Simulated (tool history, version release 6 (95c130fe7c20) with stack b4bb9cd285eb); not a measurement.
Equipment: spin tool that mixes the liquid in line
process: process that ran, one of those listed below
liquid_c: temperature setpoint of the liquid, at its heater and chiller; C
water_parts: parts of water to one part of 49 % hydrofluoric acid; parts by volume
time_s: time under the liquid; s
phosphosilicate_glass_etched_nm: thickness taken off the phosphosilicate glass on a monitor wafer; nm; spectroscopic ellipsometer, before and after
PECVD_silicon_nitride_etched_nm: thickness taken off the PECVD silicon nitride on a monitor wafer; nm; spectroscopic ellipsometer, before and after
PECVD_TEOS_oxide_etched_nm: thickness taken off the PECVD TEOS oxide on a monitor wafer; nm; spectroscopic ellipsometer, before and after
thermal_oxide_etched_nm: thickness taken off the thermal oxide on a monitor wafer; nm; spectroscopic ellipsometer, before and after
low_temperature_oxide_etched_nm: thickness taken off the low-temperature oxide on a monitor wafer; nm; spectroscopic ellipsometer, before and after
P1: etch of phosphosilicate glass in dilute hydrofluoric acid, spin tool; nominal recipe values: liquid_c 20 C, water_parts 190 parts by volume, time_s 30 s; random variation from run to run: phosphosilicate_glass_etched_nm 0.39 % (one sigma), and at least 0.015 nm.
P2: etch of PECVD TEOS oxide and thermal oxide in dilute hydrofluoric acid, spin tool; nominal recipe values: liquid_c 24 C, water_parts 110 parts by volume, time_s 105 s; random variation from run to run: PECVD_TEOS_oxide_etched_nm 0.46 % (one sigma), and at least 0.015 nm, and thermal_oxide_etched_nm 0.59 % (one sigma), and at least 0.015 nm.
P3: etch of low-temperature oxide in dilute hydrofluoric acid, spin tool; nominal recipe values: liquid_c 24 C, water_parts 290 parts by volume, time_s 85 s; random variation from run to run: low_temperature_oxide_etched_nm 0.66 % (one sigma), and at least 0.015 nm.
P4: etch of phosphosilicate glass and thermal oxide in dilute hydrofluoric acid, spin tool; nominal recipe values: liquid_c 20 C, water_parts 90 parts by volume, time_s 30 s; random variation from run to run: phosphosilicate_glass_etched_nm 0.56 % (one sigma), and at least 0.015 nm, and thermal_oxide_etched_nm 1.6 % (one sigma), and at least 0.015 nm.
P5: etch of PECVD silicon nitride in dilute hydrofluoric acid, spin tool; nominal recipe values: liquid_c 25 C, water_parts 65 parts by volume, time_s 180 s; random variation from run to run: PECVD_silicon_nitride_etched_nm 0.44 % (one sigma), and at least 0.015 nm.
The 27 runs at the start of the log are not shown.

run,hour,process,liquid_c,water_parts,time_s,hours since the thermometer was replaced,hours since the hydrofluoric acid flow meter was replaced,phosphosilicate_glass_etched_nm,PECVD_silicon_nitride_etched_nm,PECVD_TEOS_oxide_etched_nm,thermal_oxide_etched_nm,low_temperature_oxide_etched_nm
28,97.5,P1,20,190,30,32.9,1364.3,24.074,,,,
29,101.6,P1,20,190,30,37,1368.4,24.274,,,,
30,105.6,P1,20,190,30,41,1372.4,23.685,,,,
31,108.3,P1,20,190,30,43.7,1375.1,23.169,,,,
32,111.9,P1,20,190,30,47.3,1378.7,22.879,,,,
33,116.7,P1,20,190,30,52.1,1383.5,22.675,,,,
34,121.3,P1,20,190,30,56.7,1388.1,22.48,,,,
35,124.7,P1,20,190,30,60.1,1391.5,22.451,,,,

Run 36 is up next; what results do you expect?
36,127.3,P1,20,190,30,62.7,1394.1,?,,,,

phosphosilicate_glass_etched_nm: 22.395 nm

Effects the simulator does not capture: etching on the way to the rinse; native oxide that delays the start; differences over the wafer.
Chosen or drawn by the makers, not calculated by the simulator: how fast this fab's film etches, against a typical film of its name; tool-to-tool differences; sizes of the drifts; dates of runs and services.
